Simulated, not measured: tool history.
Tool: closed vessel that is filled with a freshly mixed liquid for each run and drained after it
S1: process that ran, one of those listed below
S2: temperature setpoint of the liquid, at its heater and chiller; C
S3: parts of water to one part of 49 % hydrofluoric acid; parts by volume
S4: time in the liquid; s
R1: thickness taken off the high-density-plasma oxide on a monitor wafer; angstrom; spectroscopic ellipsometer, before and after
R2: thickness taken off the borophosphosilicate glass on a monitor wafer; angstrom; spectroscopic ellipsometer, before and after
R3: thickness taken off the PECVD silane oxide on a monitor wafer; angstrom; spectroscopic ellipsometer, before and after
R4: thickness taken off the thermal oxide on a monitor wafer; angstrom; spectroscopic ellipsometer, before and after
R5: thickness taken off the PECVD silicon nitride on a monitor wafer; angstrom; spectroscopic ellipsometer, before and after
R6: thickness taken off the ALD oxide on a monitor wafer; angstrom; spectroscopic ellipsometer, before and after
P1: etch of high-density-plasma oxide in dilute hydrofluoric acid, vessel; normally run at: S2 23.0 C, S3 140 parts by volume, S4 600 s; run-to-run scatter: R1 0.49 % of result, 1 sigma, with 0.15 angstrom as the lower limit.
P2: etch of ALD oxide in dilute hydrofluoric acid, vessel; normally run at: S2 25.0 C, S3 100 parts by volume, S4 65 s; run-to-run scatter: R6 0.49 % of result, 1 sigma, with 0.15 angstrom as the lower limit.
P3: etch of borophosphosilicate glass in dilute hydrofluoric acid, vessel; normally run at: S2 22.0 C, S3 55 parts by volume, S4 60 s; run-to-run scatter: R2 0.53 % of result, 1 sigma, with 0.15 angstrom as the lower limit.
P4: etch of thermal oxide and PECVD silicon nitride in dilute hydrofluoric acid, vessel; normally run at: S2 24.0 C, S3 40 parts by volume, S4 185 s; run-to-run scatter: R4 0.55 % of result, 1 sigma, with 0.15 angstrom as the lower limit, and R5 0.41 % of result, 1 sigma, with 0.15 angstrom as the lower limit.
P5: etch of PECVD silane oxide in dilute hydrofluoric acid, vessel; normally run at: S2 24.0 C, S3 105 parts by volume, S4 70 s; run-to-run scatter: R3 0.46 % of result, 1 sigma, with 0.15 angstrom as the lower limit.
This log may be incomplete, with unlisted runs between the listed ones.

Run 1, hour 7.4: S1 P1, S2 23.0 C, S3 140 parts by volume, S4 600 s. Result: R1 245.290 angstrom.
Run 2, hour 22.6: S1 P1, S2 23.0 C, S3 225 parts by volume, S4 600 s. Result: R1 139.220 angstrom.
Run 3, hour 36.2: S1 P3, S2 22.0 C, S3 20 parts by volume, S4 60 s. Result: R2 1059.10 angstrom.
Run 4, hour 46.6: S1 P1, S2 26.5 C, S3 140 parts by volume, S4 600 s. Result: R1 283.800 angstrom.
Run 5, hour 54.4: S1 P3, S2 26.0 C, S3 55 parts by volume, S4 60 s. Result: R2 437.86 angstrom.
Run 6, hour 69.6: S1 P3, S2 22.0 C, S3 55 parts by volume, S4 60 s. Result: R2 370.79 angstrom.
Run 7, hour 77.9: S1 P5, S2 24.0 C, S3 105 parts by volume, S4 30 s. Result: R3 62.50 angstrom.
Run 8, hour 90.4: S1 P4, S2 24.0 C, S3 40 parts by volume, S4 185 s. Result: R4 243.05 angstrom, R5 90.907 angstrom.
Run 9, hour 102.3: S1 P1, S2 26.5 C, S3 190 parts by volume, S4 600 s. Result: R1 194.000 angstrom.
Run 10, hour 112.5: S1 P1, S2 23.0 C, S3 55 parts by volume, S4 600 s. Result: R1 698.120 angstrom.
Run 11, hour 122.8: S1 P5, S2 24.0 C, S3 105 parts by volume, S4 70 s. Result: R3 145.84 angstrom.
Run 12, hour 132.2: S1 P3, S2 22.0 C, S3 55 parts by volume, S4 30 s. Result: R2 185.00 angstrom.
Run 13, hour 141.5: S1 P4, S2 24.0 C, S3 40 parts by volume, S4 345 s. Result: R4 461.15 angstrom, R5 169.720 angstrom.
Run 14, hour 150.6: S1 P1, S2 17.0 C, S3 140 parts by volume, S4 600 s. Result: R1 194.280 angstrom.
Run 15, hour 158.0: S1 P2, S2 25.0 C, S3 175 parts by volume, S4 65 s. Result: R6 114.13 angstrom.
Run 16, hour 167.9: S1 P2, S2 25.0 C, S3 100 parts by volume, S4 65 s. Result: R6 219.26 angstrom.
Run 17, hour 176.5: S1 P2, S2 25.0 C, S3 100 parts by volume, S4 65 s. Result: R6 218.27 angstrom.
Run 18, hour 190.3: S1 P5, S2 24.0 C, S3 55 parts by volume, S4 70 s. Result: R3 298.39 angstrom.
Run 19, hour 197.5: S1 P1, S2 23.0 C, S3 140 parts by volume, S4 950 s. Result: R1 390.640 angstrom.
Run 20, hour 207.5: S1 P2, S2 25.0 C, S3 100 parts by volume, S4 30 s. Result: R6 100.89 angstrom.
Run 21, hour 218.5: S1 P1, S2 23.0 C, S3 140 parts by volume, S4 600 s. Result: R1 245.340 angstrom.
Run 22, hour 227.2: S1 P2, S2 17.0 C, S3 100 parts by volume, S4 65 s. Result: R6 157.23 angstrom.
Run 23, hour 242.3: S1 P4, S2 17.5 C, S3 40 parts by volume, S4 185 s. Result: R4 185.67 angstrom, R5 58.033 angstrom.
Run 24, hour 251.8: S1 P1, S2 23.0 C, S3 140 parts by volume, S4 600 s. Result: R1 246.770 angstrom.
Run 25, hour 265.4: S1 P1, S2 30.0 C, S3 140 parts by volume, S4 915 s. Result: R1 486.400 angstrom.
Run 26, hour 272.7: S1 P3, S2 22.0 C, S3 55 parts by volume, S4 60 s. Result: R2 368.86 angstrom.
Run 27, hour 281.4: S1 P4, S2 24.0 C, S3 70 parts by volume, S4 185 s. Result: R4 136.61 angstrom, R5 52.070 angstrom.
Run 28, hour 296.5: S1 P1, S2 23.0 C, S3 140 parts by volume, S4 135 s. Result: R1 55.687 angstrom.
Run 29, hour 308.7: S1 P1, S2 23.0 C, S3 140 parts by volume, S4 600 s. Result: R1 246.710 angstrom.
Run 30, hour 322.2: S1 P5, S2 32.0 C, S3 105 parts by volume, S4 70 s. Result: R3 200.55 angstrom.
Run 31, hour 337.0: S1 P1, S2 23.0 C, S3 140 parts by volume, S4 600 s. Result: R1 245.640 angstrom.
Run 32, hour 345.9: S1 P1, S2 23.0 C, S3 140 parts by volume, S4 600 s. Result: R1 239.540 angstrom.
Run 33, hour 356.1: S1 P1, S2 23.0 C, S3 140 parts by volume, S4 600 s. Result: R1 235.970 angstrom.
Run 34, hour 367.3: S1 P1, S2 23.0 C, S3 140 parts by volume, S4 600 s. Result: R1 233.820 angstrom.
Run 35, hour 376.8: S1 P1, S2 23.0 C, S3 140 parts by volume, S4 600 s. Result: R1 235.020 angstrom.
Run 36, hour 390.3: S1 P1, S2 23.0 C, S3 140 parts by volume, S4 600 s. Result: R1 232.140 angstrom.
Run 37, hour 401.5: S1 P1, S2 23.0 C, S3 140 parts by volume, S4 600 s. Result: R1 231.040 angstrom.

The output of P1 has drifted from where it used to be. Each of the 2 causes below, taken at the size shown beside it, accounts for the log equally well:
A: liquid colder than its thermometer reads (K) = 1.54
B: hydrofluoric acid flow below the setpoint (%) = 5.06
The onset of the drift is placed at about hour 337.0.

Of the 4 check runs listed below, each run on one wafer and each result written as a question mark, which would let you distinguish the listed causes because they would give clearly different results?
Run check 1, hour 412.7: S1 P3, S2 22.0 C, S3 55 parts by volume, S4 60 s. Result: R2 ?.
Run check 2, hour 412.7: S1 P5, S2 24.0 C, S3 105 parts by volume, S4 70 s. Result: R3 ?.
Run check 3, hour 412.7: S1 P4, S2 24.0 C, S3 40 parts by volume, S4 185 s. Result: R4 ?, R5 ?.
Run check 4, hour 412.7: S1 P2, S2 25.0 C, S3 100 parts by volume, S4 65 s. Result: R6 ?.

What each check would give under each cause:
  check  result    if A    if B
check 1      R2  346.05  349.17
check 2      R3  138.25  138.59
check 3      R4  230.62  232.83
check 3      R5  82.278  86.877
check 4      R6  205.46  205.92
Per-check spread between the two closest causes, in the result where they differ most: check 1 0.9 %; check 2 0.25 %; check 3 5.44 %; check 4 0.23 %
Only check 3 tells the causes apart: in the others they would give nearly the same result.

Running check 3 produced the following: R4 231.49 angstrom; R5 87.117 angstrom. Which one of the listed causes fits?

The correct cause is B, namely: hydrofluoric acid flow below the setpoint (%).

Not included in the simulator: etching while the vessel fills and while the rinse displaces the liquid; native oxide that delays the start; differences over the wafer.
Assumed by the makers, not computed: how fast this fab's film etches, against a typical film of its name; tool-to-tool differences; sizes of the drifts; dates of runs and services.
